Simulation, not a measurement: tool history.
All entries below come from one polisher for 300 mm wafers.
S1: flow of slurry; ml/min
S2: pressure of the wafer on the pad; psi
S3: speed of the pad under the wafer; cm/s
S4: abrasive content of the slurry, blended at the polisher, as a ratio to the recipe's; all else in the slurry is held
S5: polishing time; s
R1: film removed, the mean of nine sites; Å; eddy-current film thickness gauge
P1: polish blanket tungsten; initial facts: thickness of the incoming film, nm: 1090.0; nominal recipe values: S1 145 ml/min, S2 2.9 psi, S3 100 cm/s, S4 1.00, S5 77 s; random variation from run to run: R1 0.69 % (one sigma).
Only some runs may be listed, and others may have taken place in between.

Run 1, hour 4.9: S1 145 ml/min, S2 2.9 psi, S3 100 cm/s, S4 1.00, S5 77 s. Result: R1 3138.3 Å.
Run 2, hour 12.5: S1 145 ml/min, S2 2.9 psi, S3 100 cm/s, S4 1.00, S5 77 s. Result: R1 3155.4 Å.
Run 3, hour 18.6: S1 145 ml/min, S2 2.9 psi, S3 152 cm/s, S4 1.00, S5 77 s. Result: R1 4808.6 Å.
Run 4, hour 27.3: S1 145 ml/min, S2 2.9 psi, S3 100 cm/s, S4 1.00, S5 120 s. Result: R1 4867.3 Å.
Run 5, hour 35.9: S1 145 ml/min, S2 2.9 psi, S3 100 cm/s, S4 0.65, S5 77 s. Result: R1 2858.0 Å.
Run 6, hour 44.6: S1 145 ml/min, S2 2.9 psi, S3 100 cm/s, S4 1.30, S5 77 s. Result: R1 3392.5 Å.
Run 7, hour 49.9: S1 145 ml/min, S2 3.8 psi, S3 100 cm/s, S4 0.60, S5 77 s. Result: R1 3670.4 Å.
Run 8, hour 54.6: S1 195 ml/min, S2 2.9 psi, S3 100 cm/s, S4 1.00, S5 77 s. Result: R1 3306.1 Å.
Run 9, hour 59.0: S1 145 ml/min, S2 2.9 psi, S3 100 cm/s, S4 1.00, S5 44 s. Result: R1 1807.7 Å.
At hour 62.9: worn pad replaced by a new one.
Run 10, hour 66.7: S1 145 ml/min, S2 4.3 psi, S3 100 cm/s, S4 1.00, S5 77 s. Result: R1 4669.1 Å.
At hour 70.1: slurry blender recalibrated.
Run 11, hour 72.9: S1 145 ml/min, S2 2.9 psi, S3 100 cm/s, S4 1.00, S5 77 s. Result: R1 3165.8 Å.
Run 12, hour 79.6: S1 85 ml/min, S2 2.9 psi, S3 100 cm/s, S4 1.00, S5 77 s. Result: R1 2738.8 Å.
Run 13, hour 88.1: S1 145 ml/min, S2 2.9 psi, S3 66 cm/s, S4 1.00, S5 77 s. Result: R1 2076.4 Å.
Run 14, hour 94.9: S1 145 ml/min, S2 1.4 psi, S3 100 cm/s, S4 1.00, S5 77 s. Result: R1 1522.6 Å.
Run 15, hour 101.6: S1 145 ml/min, S2 2.9 psi, S3 100 cm/s, S4 1.00, S5 77 s. Result: R1 3135.9 Å.
Run 16, hour 106.7: S1 145 ml/min, S2 2.9 psi, S3 100 cm/s, S4 1.00, S5 77 s. Result: R1 3167.4 Å.

Run 17 is up next; what results do you expect?
Run 17, hour 112.6: S1 145 ml/min, S2 2.9 psi, S3 100 cm/s, S4 1.00, S5 77 s. Result: R1 ?.

Run 17 came out at R1 3140.7 Å.
